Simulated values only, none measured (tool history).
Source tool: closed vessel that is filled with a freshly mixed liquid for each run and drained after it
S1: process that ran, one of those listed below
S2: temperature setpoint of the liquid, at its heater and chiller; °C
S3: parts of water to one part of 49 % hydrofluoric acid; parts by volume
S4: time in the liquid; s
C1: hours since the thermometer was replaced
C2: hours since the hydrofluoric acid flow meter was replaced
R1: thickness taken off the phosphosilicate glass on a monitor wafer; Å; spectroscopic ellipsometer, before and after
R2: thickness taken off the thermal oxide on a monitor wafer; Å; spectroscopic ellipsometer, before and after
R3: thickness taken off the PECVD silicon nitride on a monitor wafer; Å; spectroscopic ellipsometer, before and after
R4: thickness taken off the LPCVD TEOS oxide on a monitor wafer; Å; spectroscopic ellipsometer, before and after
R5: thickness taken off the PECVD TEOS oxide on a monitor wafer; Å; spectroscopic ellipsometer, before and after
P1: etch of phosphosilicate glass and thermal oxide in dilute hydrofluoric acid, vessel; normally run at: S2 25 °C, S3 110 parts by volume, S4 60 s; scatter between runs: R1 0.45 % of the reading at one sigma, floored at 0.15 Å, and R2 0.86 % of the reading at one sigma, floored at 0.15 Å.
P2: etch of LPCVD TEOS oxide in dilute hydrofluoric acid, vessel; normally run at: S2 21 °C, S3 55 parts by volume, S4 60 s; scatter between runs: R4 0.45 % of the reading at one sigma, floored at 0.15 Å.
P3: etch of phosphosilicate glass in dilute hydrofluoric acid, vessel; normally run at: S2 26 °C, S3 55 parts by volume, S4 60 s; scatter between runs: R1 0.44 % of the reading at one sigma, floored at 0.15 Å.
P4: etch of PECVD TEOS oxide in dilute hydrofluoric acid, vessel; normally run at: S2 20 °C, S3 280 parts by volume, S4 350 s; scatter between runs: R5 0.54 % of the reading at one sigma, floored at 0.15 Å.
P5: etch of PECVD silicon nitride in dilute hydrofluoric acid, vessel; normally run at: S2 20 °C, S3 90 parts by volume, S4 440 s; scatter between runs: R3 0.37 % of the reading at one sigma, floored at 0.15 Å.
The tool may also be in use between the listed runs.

run	hour	S1	S2	S3	S4	C1	C2	R1	R2	R3	R4	R5
1	6.6	P1	25	110	60	247.6	185.5	382.19	30.135			
2	17.2	P1	19.5	110	60	258.2	196.1	309.07	24.042			
3	23	P1	30.5	110	60	264	201.9	471.96	36.527			
4	33.3	P1	25	180	60	274.3	212.2	217.49	16.736			
5	44.2	P5	17	90	440	285.2	223.1			87.072		
6	51.6	P2	21	55	60	292.6	230.5				187.13	
7	57.5	P2	29	55	60	298.5	236.4				260.37	
8	68.9	P1	25	170	30	309.9	247.8	114.5	9.1203			
9	76	P1	25	110	60	317	254.9	381.39	30.08			
10	86.7	P1	25	110	60	327.7	265.6	384.01	29.784			
11	96.4	P5	20	90	875	337.4	275.3			213.5		
12	105	P3	20	55	60	346	283.9	1123.4				
13	113	P1	25	110	30	354	291.9	191.07	15.17			
14	122.2	P4	20	280	40	363.2	301.1					8.7225
15	133.2	P4	20	90	350	374.2	312.1					291.03
16	139.6	P3	26	55	60	380.6	318.5	1437.3				
17	148.9	P2	21	55	100	389.9	327.8				312.84	
18	155.7	P3	26	55	30	396.7	334.6	718.15				
19	166.8	P4	20	280	350	407.8	345.7					77.264
20	174.2	P5	20	150	440	415.2	353.1			65.295		
21	184.7	P3	26	100	60	425.7	363.6	747.23				
22	189.7	P5	20	90	440	430.7	368.6			108.29		
23	200	P1	25	45	60	441	378.9	1011.2	79.685			
24	211	P1	25	110	60	452	389.9	382.72	29.905			
25	217.7	P2	21	85	60	458.7	396.6				117.49	
26	227.8	P4	17	280	350	468.8	406.7					68.88
27	235.5	P3	26	55	60	476.5	414.4	1438.9				
28	244.7	P5	20	90	440	485.7	423.6			107.03		
29	254.9	P1	25	110	90	495.9	433.8	572.78	44.443			
30	260.4	P1	25	110	60	501.4	439.3	385.76	29.751			

The next listed run, before its measurement:
31	266.8	P1	25	110	60	507.8	445.7	?	?			

Run 31 measured R1 376.98 Å, R2 29.125 Å.
